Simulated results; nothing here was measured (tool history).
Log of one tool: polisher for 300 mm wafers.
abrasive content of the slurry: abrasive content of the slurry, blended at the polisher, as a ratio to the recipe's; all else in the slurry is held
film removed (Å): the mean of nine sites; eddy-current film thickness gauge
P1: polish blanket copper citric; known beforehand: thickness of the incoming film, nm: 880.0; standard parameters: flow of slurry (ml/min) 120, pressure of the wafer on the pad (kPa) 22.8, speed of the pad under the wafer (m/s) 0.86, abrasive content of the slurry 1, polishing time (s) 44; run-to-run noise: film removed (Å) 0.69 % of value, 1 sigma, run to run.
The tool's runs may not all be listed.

| run | hour | flow of slurry (ml/min) | pressure of the wafer on the pad (kPa) | speed of the pad under the wafer (m/s) | abrasive content of the slurry | polishing time (s) | film removed (Å) |
|---|---|---|---|---|---|---|---|
| 1 | 8.4 | 120 | 22.8 | 0.86 | 1 | 44 | 975.67 |
| 2 | 14.9 | 120 | 22.8 | 0.86 | 1.3 | 44 | 1033.7 |
| 3 | 24.9 | 120 | 22.8 | 0.86 | 1 | 44 | 965.42 |
| 4 | 33.4 | 150 | 22.8 | 0.86 | 1.4 | 44 | 1092.7 |
| 5 | 45.6 | 120 | 10.3 | 0.86 | 1 | 44 | 456.06 |
| 6 | 57.2 | 120 | 22.8 | 0.86 | 1 | 57 | 1258.2 |
| 7 | 70.3 | 85 | 22.8 | 0.86 | 1 | 44 | 880.2 |
| 8 | 77.9 | 120 | 22.8 | 0.86 | 1 | 44 | 976.66 |
| 9 | 85.1 | 120 | 22.8 | 0.86 | 1 | 25 | 554.17 |
| 10 | 97.5 | 120 | 22.8 | 0.54 | 1 | 30 | 422.78 |
|  | 101.2 | worn pad replaced by a new one |
| 11 | 106.5 | 120 | 22.8 | 0.86 | 0.7 | 44 | 914.56 |
| 12 | 121 | 120 | 22.8 | 0.86 | 1 | 44 | 971.7 |
| 13 | 130.6 | 120 | 22.8 | 1.14 | 1 | 33 | 964.89 |
| 14 | 141.7 | 160 | 22.8 | 0.86 | 1 | 44 | 1018 |
| 15 | 154.8 | 120 | 30.3 | 0.86 | 1 | 44 | 1300 |
| 16 | 162.1 | 120 | 22.8 | 1.34 | 1 | 44 | 1512.6 |
| 17 | 175.9 | 120 | 22.8 | 0.42 | 1 | 44 | 490.01 |
| 18 | 186 | 120 | 22.8 | 0.86 | 1 | 44 | 987.92 |
| 19 | 193.6 | 120 | 22.8 | 0.86 | 1 | 44 | 948.84 |
| 20 | 200.4 | 120 | 22.8 | 0.86 | 1 | 44 | 932.22 |
| 21 | 207.3 | 120 | 22.8 | 0.86 | 1 | 44 | 912.92 |
| 22 | 217.3 | 120 | 22.8 | 0.86 | 1 | 44 | 909.13 |
| 23 | 226 | 120 | 22.8 | 0.86 | 1 | 44 | 901.63 |
| 24 | 236.7 | 120 | 22.8 | 0.86 | 1 | 44 | 888.27 |
|  | 241.7 | slurry blender recalibrated |
| 25 | 250.5 | 120 | 22.8 | 0.86 | 1 | 44 | 886.93 |
|  | 251.1 | worn pad replaced by a new one |
| 26 | 257.3 | 120 | 22.8 | 0.86 | 1 | 44 | 883.54 |
| 27 | 269.8 | 120 | 22.8 | 0.86 | 1 | 44 | 885.57 |
| 28 | 283.6 | 120 | 22.8 | 0.86 | 1 | 44 | 887.4 |

What P1 gives has crept away from where it was. These 2 causes fit the log equally well, each at the size given:
A: slurry flow missing at the pad, % = 31.6
B: head's pressure below its setpoint, % = 9.41
Creep in the process output first set in at about hour 186.
Every other cause this tool's parts could produce, and why it does not fit the log:
removal rate lost through wear of the pad, %: serviced at hour 251.1, which brought nothing back
abrasive missing from the slurry, %: serviced at hour 241.7, which brought nothing back

You are offered 4 check runs, listed below with question marks in place of their results; each one averages 2 wafers. Which run separates the listed causes by giving clearly different results for each?
| check 1 | 297.4 | 85 | 22.8 | 0.44 | 1 | 44 | ? |
| check 2 | 297.4 | 120 | 28.3 | 1.32 | 1 | 44 | ? |
| check 3 | 297.4 | 120 | 11 | 0.5 | 1 | 44 | ? |
| check 4 | 297.4 | 120 | 22.8 | 0.58 | 1 | 29 | ? |

If the cause were each of the candidates in turn, the checks would give the following:
| check | result | if A | if B |
|---|---|---|---|
| check 1 | film removed (Å) | 412.93 | 427.74 |
| check 2 | film removed (Å) | 1671.8 | 1669.7 |
| check 3 | film removed (Å) | 266.33 | 267.95 |
| check 4 | film removed (Å) | 399.28 | 399.75 |
Smallest distance between any two causes, each pair judged by its most separating result, in per cent: check 1 3.52 %; check 2 0.13 %; check 3 0.61 %; check 4 0.12 %
Check 1 is the one run that separates the causes; every other check would come out nearly the same whichever cause is at work.

Here is what check 1 returned: film removed (Å) 426.97. Which cause is it?

It is B: head's pressure below its setpoint, %.

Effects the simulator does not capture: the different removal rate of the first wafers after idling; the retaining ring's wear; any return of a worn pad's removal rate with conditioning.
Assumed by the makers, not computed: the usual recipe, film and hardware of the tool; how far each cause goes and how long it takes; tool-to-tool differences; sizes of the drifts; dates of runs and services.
